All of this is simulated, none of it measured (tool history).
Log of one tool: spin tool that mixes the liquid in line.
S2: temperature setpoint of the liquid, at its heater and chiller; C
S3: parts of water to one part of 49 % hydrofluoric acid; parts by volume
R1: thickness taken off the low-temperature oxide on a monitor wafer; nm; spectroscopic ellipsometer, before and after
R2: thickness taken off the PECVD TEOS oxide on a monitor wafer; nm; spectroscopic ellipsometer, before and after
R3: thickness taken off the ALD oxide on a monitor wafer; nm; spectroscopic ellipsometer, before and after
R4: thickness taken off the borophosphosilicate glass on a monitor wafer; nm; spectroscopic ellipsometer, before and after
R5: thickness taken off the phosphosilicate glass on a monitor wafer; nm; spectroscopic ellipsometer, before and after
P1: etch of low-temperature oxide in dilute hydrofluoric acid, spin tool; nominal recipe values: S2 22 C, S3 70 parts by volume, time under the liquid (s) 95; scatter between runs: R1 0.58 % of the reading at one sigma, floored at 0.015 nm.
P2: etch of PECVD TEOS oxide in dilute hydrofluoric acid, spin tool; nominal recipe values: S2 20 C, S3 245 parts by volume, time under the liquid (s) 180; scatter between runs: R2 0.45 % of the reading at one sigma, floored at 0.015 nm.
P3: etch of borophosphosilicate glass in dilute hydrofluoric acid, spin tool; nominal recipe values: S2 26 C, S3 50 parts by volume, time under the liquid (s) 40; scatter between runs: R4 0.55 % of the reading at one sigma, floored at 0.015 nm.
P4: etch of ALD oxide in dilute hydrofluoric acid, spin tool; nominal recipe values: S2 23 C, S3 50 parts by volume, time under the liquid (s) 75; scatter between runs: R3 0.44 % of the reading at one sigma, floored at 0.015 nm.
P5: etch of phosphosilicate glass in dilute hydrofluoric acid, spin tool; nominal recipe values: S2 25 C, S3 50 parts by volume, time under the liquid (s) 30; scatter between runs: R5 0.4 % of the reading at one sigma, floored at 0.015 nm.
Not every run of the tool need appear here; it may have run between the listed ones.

{"run": 1, "hour": 4.3, "process that ran": "P1", "S2": 22, "S3": 70, "time under the liquid (s)": 95, "R1": 15.627}
{"run": 2, "hour": 7.4, "process that ran": "P2", "S2": 20, "S3": 245, "time under the liquid (s)": 345, "R2": 10.506}
{"run": 3, "hour": 10.2, "process that ran": "P1", "S2": 28, "S3": 70, "time under the liquid (s)": 95, "R1": 20}
{"run": 4, "hour": 13.7, "process that ran": "P4", "S2": 28.5, "S3": 50, "time under the liquid (s)": 75, "R3": 27.824}
{"run": 5, "hour": 16.7, "process that ran": "P1", "S2": 25.5, "S3": 70, "time under the liquid (s)": 140, "R1": 26.794}
{"run": 6, "hour": 21.3, "process that ran": "P1", "S2": 22, "S3": 110, "time under the liquid (s)": 95, "R1": 9.5211}
{"run": 7, "hour": 24.0, "process that ran": "P1", "S2": 22, "S3": 45, "time under the liquid (s)": 95, "R1": 25.37}
{"run": 8, "hour": 29.1, "process that ran": "P1", "S2": 22, "S3": 70, "time under the liquid (s)": 25, "R1": 4.1364}
{"run": 9, "hour": 32.4, "process that ran": "P2", "S2": 20, "S3": 245, "time under the liquid (s)": 180, "R2": 5.4501}
{"run": 10, "hour": 35.3, "process that ran": "P1", "S2": 22, "S3": 70, "time under the liquid (s)": 95, "R1": 15.812}
{"run": 11, "hour": 38.7, "process that ran": "P1", "S2": 17, "S3": 70, "time under the liquid (s)": 95, "R1": 12.713}
{"run": 12, "hour": 43.2, "process that ran": "P1", "S2": 27.5, "S3": 70, "time under the liquid (s)": 35, "R1": 7.2217}
{"run": 13, "hour": 48.2, "process that ran": "P1", "S2": 22, "S3": 70, "time under the liquid (s)": 95, "R1": 15.465}
{"run": 14, "hour": 53.4, "process that ran": "P1", "S2": 22, "S3": 70, "time under the liquid (s)": 95, "R1": 15.78}
{"run": 15, "hour": 57.8, "process that ran": "P1", "S2": 22, "S3": 70, "time under the liquid (s)": 95, "R1": 15.765}
{"run": 16, "hour": 61.6, "process that ran": "P4", "S2": 23, "S3": 50, "time under the liquid (s)": 135, "R3": 39.96}
{"run": 17, "hour": 66.2, "process that ran": "P2", "S2": 24.5, "S3": 245, "time under the liquid (s)": 180, "R2": 6.492}
{"run": 18, "hour": 69.6, "process that ran": "P3", "S2": 26, "S3": 20, "time under the liquid (s)": 40, "R4": 106.13}
{"run": 19, "hour": 74.1, "process that ran": "P5", "S2": 25, "S3": 50, "time under the liquid (s)": 15, "R5": 47.498}
{"run": 20, "hour": 76.5, "process that ran": "P1", "S2": 22, "S3": 70, "time under the liquid (s)": 95, "R1": 15.8}
{"run": 21, "hour": 79.5, "process that ran": "P4", "S2": 23, "S3": 80, "time under the liquid (s)": 75, "R3": 13.468}
{"run": 22, "hour": 84.8, "process that ran": "P3", "S2": 26, "S3": 50, "time under the liquid (s)": 80, "R4": 81.734}
{"run": 23, "hour": 88.5, "process that ran": "P5", "S2": 25, "S3": 50, "time under the liquid (s)": 30, "R5": 95.448}
{"run": 24, "hour": 91.0, "process that ran": "P5", "S2": 25, "S3": 75, "time under the liquid (s)": 30, "R5": 61.798}
{"run": 25, "hour": 94.4, "process that ran": "P5", "S2": 32, "S3": 50, "time under the liquid (s)": 30, "R5": 125.55}
{"run": 26, "hour": 98.8, "process that ran": "P3", "S2": 34, "S3": 50, "time under the liquid (s)": 40, "R4": 55.792}
{"run": 27, "hour": 102.2, "process that ran": "P2", "S2": 20, "S3": 440, "time under the liquid (s)": 180, "R2": 2.5851}
{"run": 28, "hour": 105.5, "process that ran": "P3", "S2": 26, "S3": 50, "time under the liquid (s)": 40, "R4": 40.596}
{"run": 29, "hour": 108.8, "process that ran": "P1", "S2": 22, "S3": 70, "time under the liquid (s)": 175, "R1": 28.885}
{"run": 30, "hour": 113.3, "process that ran": "P4", "S2": 23, "S3": 50, "time under the liquid (s)": 75, "R3": 22.442}
{"run": 31, "hour": 117.9, "process that ran": "P1", "S2": 22, "S3": 70, "time under the liquid (s)": 95, "R1": 15.765}
{"run": 32, "hour": 122.2, "process that ran": "P1", "S2": 22, "S3": 70, "time under the liquid (s)": 95, "R1": 15.252}
{"run": 33, "hour": 126.2, "process that ran": "P1", "S2": 22, "S3": 70, "time under the liquid (s)": 95, "R1": 15.196}
{"run": 34, "hour": 130.4, "process that ran": "P1", "S2": 22, "S3": 70, "time under the liquid (s)": 95, "R1": 14.967}
{"run": 35, "hour": 133.4, "process that ran": "P1", "S2": 22, "S3": 70, "time under the liquid (s)": 95, "R1": 14.954}
{"run": 36, "hour": 137.1, "process that ran": "P1", "S2": 22, "S3": 70, "time under the liquid (s)": 95, "R1": 14.855}
{"run": 37, "hour": 139.7, "process that ran": "P1", "S2": 22, "S3": 70, "time under the liquid (s)": 95, "R1": 14.752}
{"run": 38, "hour": 144.0, "process that ran": "P1", "S2": 22, "S3": 70, "time under the liquid (s)": 95, "R1": 14.858}
{"run": 39, "hour": 148.9, "process that ran": "P1", "S2": 22, "S3": 70, "time under the liquid (s)": 95, "R1": 14.636}
{"run": 40, "hour": 153.4, "process that ran": "P1", "S2": 22, "S3": 70, "time under the liquid (s)": 95, "R1": 14.785}
{"run": 41, "hour": 157.8, "process that ran": "P1", "S2": 22, "S3": 70, "time under the liquid (s)": 95, "R1": 14.631}

P1 no longer gives what it gave before; its output has crept away from where it was. The following 2 causes, each at its listed size, fit the log equally well:
A: hydrofluoric acid flow below the setpoint (%) = 6.13
B: liquid colder than its thermometer reads (K) = 1.66
Creep in the process output first set in at about hour 117.9.

The 4 check runs listed below each average the results of 3 wafers, and their outcomes are marked with question marks. Under which run would the listed causes produce clearly different results?
{"run": "check 1", "hour": 162.2, "process that ran": "P3", "S2": 33.5, "S3": 50, "time under the liquid (s)": 70, "R4": "?"}
{"run": "check 2", "hour": 162.2, "process that ran": "P4", "S2": 28, "S3": 50, "time under the liquid (s)": 125, "R3": "?"}
{"run": "check 3", "hour": 162.2, "process that ran": "P2", "S2": 24, "S3": 435, "time under the liquid (s)": 180, "R2": "?"}
{"run": "check 4", "hour": 162.2, "process that ran": "P5", "S2": 25, "S3": 75, "time under the liquid (s)": 15, "R5": "?"}

Expected result of each check under each candidate cause:
check=check_1 result=R4 if_A=89.651 if_B=90.105
check=check_2 result=R3 if_A=42.604 if_B=42.668
check=check_3 result=R2 if_A=2.7291 if_B=2.8223
check=check_4 result=R5 if_A=28.657 if_B=28.736
Distance between the nearest two causes, measured in the result of the check that separates them most: check 1 0.5 %; check 2 0.15 %; check 3 3.36 %; check 4 0.28 %
Of the check runs offered, only check 3 discriminates between the causes; the rest would read about the same regardless of which cause applies.

Here is what check 3 returned: R2 2.8241 nm. Which cause is it?

B is the cause: liquid colder than its thermometer reads (K).
